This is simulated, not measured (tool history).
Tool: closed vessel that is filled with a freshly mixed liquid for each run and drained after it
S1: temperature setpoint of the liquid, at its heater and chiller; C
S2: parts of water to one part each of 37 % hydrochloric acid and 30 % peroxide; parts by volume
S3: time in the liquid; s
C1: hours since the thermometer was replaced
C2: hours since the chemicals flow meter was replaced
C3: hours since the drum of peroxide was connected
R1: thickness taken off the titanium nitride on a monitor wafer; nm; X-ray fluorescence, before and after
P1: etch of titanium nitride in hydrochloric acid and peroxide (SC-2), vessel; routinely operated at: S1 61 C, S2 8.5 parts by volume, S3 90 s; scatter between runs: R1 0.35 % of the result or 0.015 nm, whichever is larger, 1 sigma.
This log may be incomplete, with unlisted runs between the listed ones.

run	hour	S1	S2	S3	C1	C2	C3	R1
1	5	61	8.5	90	919.4	1542.9	289.1	6.3107
2	9.3	61	8.5	90	923.7	1547.2	293.4	6.3711
3	14.8	46	8.5	90	929.2	1552.7	298.9	2.3537
4	17.8	61	8.5	90	932.2	1555.7	301.9	6.3117
5	20.4	61	4	130	934.8	1558.3	304.5	16.086
6	23.7	61	4	90	938.1	1561.6	307.8	11.064
# hour 25.4: chemicals flow meter replaced
7	29.2	61	8.5	90	943.6	3.8	313.3	6.3294
8	32.9	61	8.5	90	947.3	7.5	317	6.373
9	35.9	72	12	90	950.3	10.5	320	9.2896
10	39.8	61	8.5	90	954.2	14.4	323.9	6.3262
11	45.1	61	8.5	30	959.5	19.7	329.2	2.1041
12	49.4	68.5	8.5	90	963.8	24	333.5	10.022
13	52.1	61	15	90	966.5	26.7	336.2	3.9018
14	56.5	61	8.5	170	970.9	31.1	340.6	11.949
15	59.5	61	8.5	90	973.9	34.1	343.6	6.3623
16	63.6	61	8.5	90	978	38.2	347.7	6.1034
17	68.2	61	8.5	90	982.6	42.8	352.3	5.9449
18	73.7	61	8.5	90	988.1	48.3	357.8	5.8637
# hour 74.2: new drum of peroxide connected
19	76.8	61	8.5	90	991.2	51.4	2.6	5.8304
20	81.2	61	8.5	90	995.6	55.8	7	5.8233
21	86.6	61	8.5	90	1001	61.2	12.4	5.7788
22	89.8	61	8.5	90	1004.2	64.4	15.6	5.7833

What P1 gives has crept off from where it sat before. The 2 causes that follow fit the log equally well, each at the size noted:
A: liquid colder than its thermometer reads (K) = 1.47
B: chemicals flow below the setpoint (%) = 10.6
At approximately hour 59.5, the process output began to creep.
Why every other cause is out:
peroxide weaker than its label (%): serviced at hour 74.2, which brought nothing back

Below are 4 check runs, each averaged over 3 wafers, with their results shown as question marks. Which of them would give clearly different results depending on which cause is behind the drift?
check 1	93	61	11	160				?
check 2	93	53	4	90				?
check 3	93	61	11.5	170				?
check 4	93	61	12	30				?

If the cause were each of the candidates in turn, the checks would give the following:
check	result	if A	if B
check 1	R1	8.2891	8.26
check 2	R1	6.032	6.1577
check 3	R1	8.481	8.4456
check 4	R1	1.4432	1.4364
How far apart the two closest causes lie, in the result that separates them most: check 1 0.35 %; check 2 2.06 %; check 3 0.42 %; check 4 0.47 %
Check 2 distinguishes between the causes, while the remaining checks would return nearly the same result for all of them.

The results of check 2 are: R1 6.1557 nm. Based on these, which of the listed causes is it?

It was cause B: chemicals flow below the setpoint (%).
